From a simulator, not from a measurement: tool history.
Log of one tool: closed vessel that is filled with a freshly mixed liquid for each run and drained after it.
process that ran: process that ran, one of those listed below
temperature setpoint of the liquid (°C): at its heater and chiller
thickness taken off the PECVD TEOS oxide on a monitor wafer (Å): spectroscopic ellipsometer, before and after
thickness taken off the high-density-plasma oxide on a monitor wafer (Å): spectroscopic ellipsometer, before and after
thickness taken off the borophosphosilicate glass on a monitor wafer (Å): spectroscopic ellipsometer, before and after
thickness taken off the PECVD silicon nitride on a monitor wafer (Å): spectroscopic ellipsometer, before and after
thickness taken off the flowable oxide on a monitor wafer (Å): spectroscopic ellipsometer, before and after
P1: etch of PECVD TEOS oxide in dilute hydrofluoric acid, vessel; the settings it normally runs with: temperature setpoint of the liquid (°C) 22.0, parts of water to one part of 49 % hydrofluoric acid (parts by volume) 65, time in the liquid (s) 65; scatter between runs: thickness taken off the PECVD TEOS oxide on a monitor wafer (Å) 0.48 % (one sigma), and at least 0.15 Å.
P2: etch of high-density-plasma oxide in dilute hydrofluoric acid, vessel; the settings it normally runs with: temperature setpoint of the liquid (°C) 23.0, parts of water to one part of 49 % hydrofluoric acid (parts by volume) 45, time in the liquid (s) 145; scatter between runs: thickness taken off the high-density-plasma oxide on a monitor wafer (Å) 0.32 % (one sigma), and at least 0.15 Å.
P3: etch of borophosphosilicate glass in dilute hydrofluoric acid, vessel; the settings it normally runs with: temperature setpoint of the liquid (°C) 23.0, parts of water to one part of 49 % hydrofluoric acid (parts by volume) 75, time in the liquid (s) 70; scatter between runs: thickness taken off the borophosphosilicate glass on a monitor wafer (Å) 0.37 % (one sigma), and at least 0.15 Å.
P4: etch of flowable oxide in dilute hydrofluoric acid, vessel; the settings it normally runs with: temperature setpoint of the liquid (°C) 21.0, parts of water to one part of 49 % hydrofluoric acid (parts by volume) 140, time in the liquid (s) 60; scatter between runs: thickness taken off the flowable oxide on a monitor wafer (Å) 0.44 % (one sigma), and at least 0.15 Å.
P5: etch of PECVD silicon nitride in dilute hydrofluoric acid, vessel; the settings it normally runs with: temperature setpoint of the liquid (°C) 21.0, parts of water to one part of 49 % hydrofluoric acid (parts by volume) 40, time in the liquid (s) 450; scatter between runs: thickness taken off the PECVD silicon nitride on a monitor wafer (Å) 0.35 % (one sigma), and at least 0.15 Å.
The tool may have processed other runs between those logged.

run   hour  process that ran  temperature setpoint of the liquid (°C)  parts of water to one part of 49 % hydrofluoric acid (parts by volume)  time in the liquid (s)  hours since the thermometer was replaced  hours since the hydrofluoric acid flow meter was replaced  thickness taken off the PECVD TEOS oxide on a monitor wafer (Å)  thickness taken off the high-density-plasma oxide on a monitor wafer (Å)  thickness taken off the borophosphosilicate glass on a monitor wafer (Å)  thickness taken off the PECVD silicon nitride on a monitor wafer (Å)  thickness taken off the flowable oxide on a monitor wafer (Å)
  1   15.7                P1                                     22.0                                                                      65                      65                                     313.6                                                      168.7                                                          125.530
  2   24.5                P1                                     22.0                                                                     105                     110                                     322.4                                                      177.5                                                          125.780
  3   33.2                P2                                     23.0                                                                      45                      30                                     331.1                                                      186.2                                                                                                                                     35.011
  4   49.5                P2                                     27.5                                                                      45                     145                                     347.4                                                      202.5                                                                                                                                    201.360
  5   59.1                P3                                     23.0                                                                      75                     100                                     357.0                                                      212.1                                                                                                                                                                                                               635.69
  6   69.0                P3                                     31.5                                                                      75                      70                                     366.9                                                      222.0                                                                                                                                                                                                               615.37
  7   85.7                P1                                     22.0                                                                      65                     115                                     383.6                                                      238.7                                                          223.950
  8   98.4                P1                                     22.0                                                                      65                      65                                     396.3                                                      251.4                                                          126.310
  9  111.5                P5                                     21.0                                                                      70                     450                                     409.4                                                      264.5                                                                                                                                                                                                                                                                                     98.655
 10  129.1                P1                                     22.0                                                                      65                      65                                     427.0                                                      282.1                                                          125.890
 11  140.2                P5                                     21.0                                                                      40                     825                                     438.1                                                      293.2                                                                                                                                                                                                                                                                                    312.090
 12  157.7                P4                                     21.0                                                                      40                      60                                     455.6                                                      310.7                                                                                                                                                                                                                                                                                                                                                   704.280
 13  174.0                P1                                     27.0                                                                      65                      65                                     471.9                                                      327.0                                                          153.720
 14  191.1                P4                                     29.0                                                                     140                      60                                     489.0                                                      344.1                                                                                                                                                                                                                                                                                                                                                   242.800
 15  199.7                P1                                     22.0                                                                      65                      65                                     497.6                                                      352.7                                                          126.420
 16  217.2                P3                                     23.0                                                                     120                      70                                     515.1                                                      370.2                                                                                                                                                                                                               260.59
 17  228.4                P5                                     21.0                                                                      40                     450                                     526.3                                                      381.4                                                                                                                                                                                                                                                                                    169.700
     233.6  -- hydrofluoric acid flow meter replaced
 18  244.6                P1                                     22.0                                                                      65                      30                                     542.5                                                       11.1                                                           58.116
 19  258.7                P1                                     22.0                                                                      65                      65                                     556.6                                                       25.2                                                          124.850
 20  274.6                P4                                     21.0                                                                     140                      30                                     572.5                                                       41.1                                                                                                                                                                                                                                                                                                                                                    89.737

What does the tool deliver on the next run?
 21  293.4                P2                                     23.0                                                                      45                     145                                     591.3                                                       59.9                                                                                                                                          ?

Run 21 came out at thickness taken off the high-density-plasma oxide on a monitor wafer (Å) 168.720.

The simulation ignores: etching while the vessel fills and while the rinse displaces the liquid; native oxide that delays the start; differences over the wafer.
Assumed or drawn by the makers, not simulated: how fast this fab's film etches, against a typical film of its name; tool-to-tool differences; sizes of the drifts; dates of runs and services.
